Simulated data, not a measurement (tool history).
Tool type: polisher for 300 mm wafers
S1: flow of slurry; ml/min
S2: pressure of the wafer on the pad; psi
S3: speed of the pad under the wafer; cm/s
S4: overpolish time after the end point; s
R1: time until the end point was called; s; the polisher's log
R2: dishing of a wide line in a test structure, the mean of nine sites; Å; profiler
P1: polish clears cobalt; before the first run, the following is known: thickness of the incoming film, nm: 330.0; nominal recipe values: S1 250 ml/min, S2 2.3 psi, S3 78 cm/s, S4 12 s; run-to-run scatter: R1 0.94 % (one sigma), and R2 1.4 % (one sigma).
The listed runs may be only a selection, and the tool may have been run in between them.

run    day   S1   S2   S3  S4      R1      R2
  1    0.5  250  2.3   78  12  72.604   333.1
  2  0.883  250  2.3  124  12  45.253  415.27
  3  1.162  250  1.2   78  12  141.35  216.88
  4  1.654  250  2.3   78   4  72.239  148.69
  5  1.925  190  1.7   78  12  100.98  264.56
  6  2.217  365  2.3   78  12  69.373  344.43
  7  2.729  250  2.3   78  22  72.476  446.77
  8  3.067  250  2.3   78  12  72.403  334.26
  9  3.546  250  3.3   78  12  50.614  399.67
 10  3.996  250  2.3   78  12  72.527  337.58
 11  4.438  250  2.3   78  12  72.787  337.11
 12  4.933  250  2.3   38  12  148.25  200.39
 13    5.4  250  2.3   38  18  146.75  272.05
 14  5.658  250  2.3   78  12  72.054  336.13
 15  5.962  150  2.3   78  12  77.773  321.08
 16  6.358  250  2.3   78  12  72.786  330.14
 17  6.871  250  2.3   78  12   73.32  338.47
 18  7.383  250  2.3   78  12  75.056   324.9
 19  7.871  250  2.3   78  12  74.844  327.84
     8.054  -- head pressure recalibrated
 20  8.329  250  2.3   78  12  75.896   321.9
 21  8.821  250  2.3   78  12  76.171  322.04
 22  9.317  250  2.3   78  12  76.116  319.43
 23  9.583  250  2.3   78  12  77.638  318.41
 24  9.879  250  2.3   78  12  76.605  322.61

Something has made what P1 gives creep away from where it was; the 2 causes below, each at its own stated size, fit the log equally well:
A: slurry flow missing at the pad, % = 33.4
B: removal rate lost through wear of the pad, % = 5.14
The process output started creeping at around day 6.871.
All other causes, with the reason each is excluded:
head's pressure below its setpoint, %: work on it at day 8.054, done after the drift set in, did not restore what the process gave before

Which of the check runs below tells the causes apart, meaning the causes would give it clearly different results? Each run uses 5 wafers whose results are averaged, and each result is shown as a question mark.
check 1  10.175  300  2.3  78  12   ?   ?
check 2  10.175  305  2.3  54  12   ?   ?
check 3  10.175  150  2.3  62  12   ?   ?
check 4  10.175  250  2.3  78  20   ?   ?

Expected result of each check under each candidate cause:
  check  result    if A    if B
check 1      R1  74.467  75.091
check 1      R2  328.15  326.49
check 2      R1  107.33  108.31
check 2      R2  258.47  256.81
check 3      R1  106.48  103.13
check 3      R2   259.7  265.61
check 4      R1  76.443  76.441
check 4      R2  421.72  421.73
Minimum pairwise separation of causes per check, each pair taken at its best-separating result: check 1 0.83 %; check 2 0.9 %; check 3 3.19 %; check 4 0 %
Of the check runs offered, only check 3 discriminates between the causes; the rest would read about the same regardless of which cause applies.

The results of check 3 are: R1 106.14 s; R2 261.78 Å. Based on these, which of the listed causes is it?

The correct cause is A, namely: slurry flow missing at the pad, %.

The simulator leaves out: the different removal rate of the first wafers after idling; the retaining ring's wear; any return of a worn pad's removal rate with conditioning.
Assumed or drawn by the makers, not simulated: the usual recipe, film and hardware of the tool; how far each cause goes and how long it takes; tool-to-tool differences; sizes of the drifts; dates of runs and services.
